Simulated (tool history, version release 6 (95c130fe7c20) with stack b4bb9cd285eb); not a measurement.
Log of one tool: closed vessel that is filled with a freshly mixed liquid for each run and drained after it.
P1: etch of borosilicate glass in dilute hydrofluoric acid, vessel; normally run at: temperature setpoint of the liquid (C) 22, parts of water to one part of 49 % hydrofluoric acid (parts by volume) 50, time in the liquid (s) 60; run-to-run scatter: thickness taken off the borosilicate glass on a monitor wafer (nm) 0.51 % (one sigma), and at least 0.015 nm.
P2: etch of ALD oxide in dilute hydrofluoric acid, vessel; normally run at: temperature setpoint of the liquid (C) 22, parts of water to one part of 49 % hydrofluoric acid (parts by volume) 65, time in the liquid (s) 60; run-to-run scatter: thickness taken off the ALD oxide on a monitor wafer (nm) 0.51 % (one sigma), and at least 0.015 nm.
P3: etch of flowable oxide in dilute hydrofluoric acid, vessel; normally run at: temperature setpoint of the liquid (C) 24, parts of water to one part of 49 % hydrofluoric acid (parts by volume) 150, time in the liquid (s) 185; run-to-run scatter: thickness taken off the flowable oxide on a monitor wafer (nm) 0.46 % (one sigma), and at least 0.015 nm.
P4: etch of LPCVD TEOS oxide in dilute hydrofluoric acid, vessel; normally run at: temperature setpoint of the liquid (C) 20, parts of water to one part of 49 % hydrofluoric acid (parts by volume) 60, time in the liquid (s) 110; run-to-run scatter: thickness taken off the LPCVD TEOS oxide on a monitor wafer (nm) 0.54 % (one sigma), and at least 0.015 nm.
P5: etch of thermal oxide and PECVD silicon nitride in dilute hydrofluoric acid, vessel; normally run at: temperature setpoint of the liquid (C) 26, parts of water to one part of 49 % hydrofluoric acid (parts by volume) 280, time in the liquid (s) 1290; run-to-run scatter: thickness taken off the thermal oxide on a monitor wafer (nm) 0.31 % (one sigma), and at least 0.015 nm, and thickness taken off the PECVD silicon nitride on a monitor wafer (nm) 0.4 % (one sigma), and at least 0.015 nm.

run,hour,process that ran,temperature setpoint of the liquid (C),parts of water to one part of 49 % hydrofluoric acid (parts by volume),time in the liquid (s),hours since the thermometer was replaced,hours since the hydrofluoric acid flow meter was replaced,thickness taken off the borosilicate glass on a monitor wafer (nm),thickness taken off the flowable oxide on a monitor wafer (nm),thickness taken off the LPCVD TEOS oxide on a monitor wafer (nm),thickness taken off the ALD oxide on a monitor wafer (nm),thickness taken off the thermal oxide on a monitor wafer (nm),thickness taken off the PECVD silicon nitride on a monitor wafer (nm)
1,6.9,P1,22,50,60,90.4,492.9,35.436,,,,,
2,19.5,P1,22,50,60,103,505.5,35.414,,,,,
3,34.2,P1,22,20,60,117.7,520.2,92.228,,,,,
# hour 42.9: hydrofluoric acid flow meter replaced
4,45.7,P1,22,50,60,129.2,2.8,35.452,,,,,
5,57.9,P3,24,150,185,141.4,15,,41.798,,,,
6,70.5,P1,22,20,30,154,27.6,45.98,,,,,
7,82.3,P4,20,20,110,165.8,39.4,,,169.32,,,
8,96.3,P1,17,50,60,179.8,53.4,28.448,,,,,
9,110.5,P2,17,65,60,194,67.6,,,,19.696,,
10,118.9,P4,20,60,165,202.4,76,,,81.378,,,
11,130.8,P3,24,95,185,214.3,87.9,,70.415,,,,
12,138.6,P1,22,50,60,222.1,95.7,35.394,,,,,
13,152.7,P2,22,65,120,236.2,109.8,,,,48.238,,
14,161.3,P2,22,110,60,244.8,118.4,,,,13.5,,
15,174.2,P2,22,65,60,257.7,131.3,,,,24.266,,
16,181.7,P5,26,280,1290,265.2,138.8,,,,,19.586,11.763
17,191.4,P1,29,50,60,274.9,148.5,46.855,,,,,
18,199,P5,26,280,2465,282.5,156.1,,,,,37.435,22.425
19,212.5,P5,19,280,1290,296,169.6,,,,,15.185,7.6955
20,221.9,P3,24,150,30,305.4,179,,6.7548,,,,
21,233,P1,22,50,105,316.5,190.1,62.478,,,,,
22,242.3,P4,20,60,110,325.8,199.4,,,53.88,,,
23,250.1,P1,22,70,60,333.6,207.2,24.716,,,,,
24,260.2,P4,25.5,60,110,343.7,217.3,,,67.414,,,
25,273.3,P3,17,150,185,356.8,230.4,,31.524,,,,
26,285.7,P2,22,65,60,369.2,242.8,,,,24.211,,

Forecast run 27:
27,294.2,P3,24,150,185,377.7,251.3,,?,,,,

thickness taken off the flowable oxide on a monitor wafer (nm): 41.665
